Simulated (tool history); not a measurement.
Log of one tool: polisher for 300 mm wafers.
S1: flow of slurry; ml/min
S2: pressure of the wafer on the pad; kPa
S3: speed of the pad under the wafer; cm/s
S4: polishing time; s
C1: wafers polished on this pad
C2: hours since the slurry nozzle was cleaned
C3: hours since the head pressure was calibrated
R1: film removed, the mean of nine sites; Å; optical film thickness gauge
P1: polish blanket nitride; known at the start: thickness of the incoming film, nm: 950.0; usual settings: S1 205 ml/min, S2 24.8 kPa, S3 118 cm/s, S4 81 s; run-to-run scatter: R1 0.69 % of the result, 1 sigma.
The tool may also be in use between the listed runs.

run   hour   S1    S2   S3   S4    C1     C2     C3      R1
  1    5.1  205  24.8  118   81   447  239.2  120.3    1515
  2    9.8  205  24.8  118   81   482  243.9    125  1530.3
  3   13.7  205  24.8  118   81   510  247.8  128.9  1528.5
  4   18.8  205  24.8   54   81   548  252.9    134  820.92
  5   24.4  205  38.6  118   81   590  258.5  139.6  2371.3
  6   31.2  205  24.8  118  123   640  265.3  146.4  2323.6
      31.4  -- slurry nozzle cleaned
  7   35.6  205  16.5  118   81   673    4.3  150.8  1022.7
  8   41.6  130  33.1  118   81   717   10.3  156.8  1917.5
  9   47.1  290  24.8  118   81   758   15.8  162.3  1583.7
 10   50.8  205  24.8  118   81   785   19.5    166  1523.4
 11   57.3  205  24.8  118   41   833     26  172.5  783.69
 12   60.8  205  24.8  188   81   859   29.5    176  2212.9
 13   67.6  125  24.8  118   81   909   36.3  182.8  1405.2
 14   74.3  310  15.2  118   81   959     43  189.5  976.62
 15   77.6  205  24.8  118   81   983   46.3  192.8  1533.6
 16   81.3  205  24.8  118   81  1011     50  196.5  1513.1
 17   86.8  205  24.8  118   81  1051   55.5    202  1494.5
 18     90  205  24.8  118   81  1075   58.7  205.2  1472.9
 19   94.7  205  24.8  118   81  1110   63.4  209.9  1458.8
 20   99.8  205  24.8  118   81  1148   68.5    215  1458.8
 21  104.3  205  24.8  118   81  1181     73  219.5  1432.9
     106.7  -- head pressure recalibrated
 22  108.7  205  24.8  118   81  1214   77.4      2  1447.8
 23  111.7  205  24.8  118   81  1236   80.4      5  1457.8
 24    116  205  24.8  118   81  1268   84.7    9.3  1435.9
 25  120.1  205  24.8  118   81  1298   88.8   13.4  1448.2
 26  123.3  205  24.8  118   81  1322     92   16.6  1420.8

What P1 gives has crept away from where it was. These 2 causes fit the log equally well, each at the size given:
A: removal rate lost through wear of the pad, % = 6.3
B: slurry flow missing at the pad, % = 33.9
The creep began at about hour 77.6.
Why every other cause is out:
head's pressure below its setpoint, %: serviced at hour 106.7, which brought nothing back

4 check runs are offered, each on 3 wafers whose results are averaged, their results left as question marks. Which one tells the causes apart?
check 1  126.5  205  38.6  172   81               ?
check 2  126.5  205  24.8   86  109               ?
check 3  126.5  135  24.8   56   81               ?
check 4  126.5  205  24.8   54   49               ?

What each check would give under each cause:
  check  result    if A    if B
check 1      R1  3015.5  3015.3
check 2      R1  1498.3  1498.2
check 3      R1  739.61  717.62
check 4      R1  464.16  464.13
How far apart the two closest causes lie, in the result that separates them most: check 1 0.01 %; check 2 0.01 %; check 3 3.02 %; check 4 0.01 %
Only check 3 tells the causes apart: in the others they would give nearly the same result.

Then check 3 was run and gave: R1 721.25 Å. Which cause is it?

It is B: slurry flow missing at the pad, %.
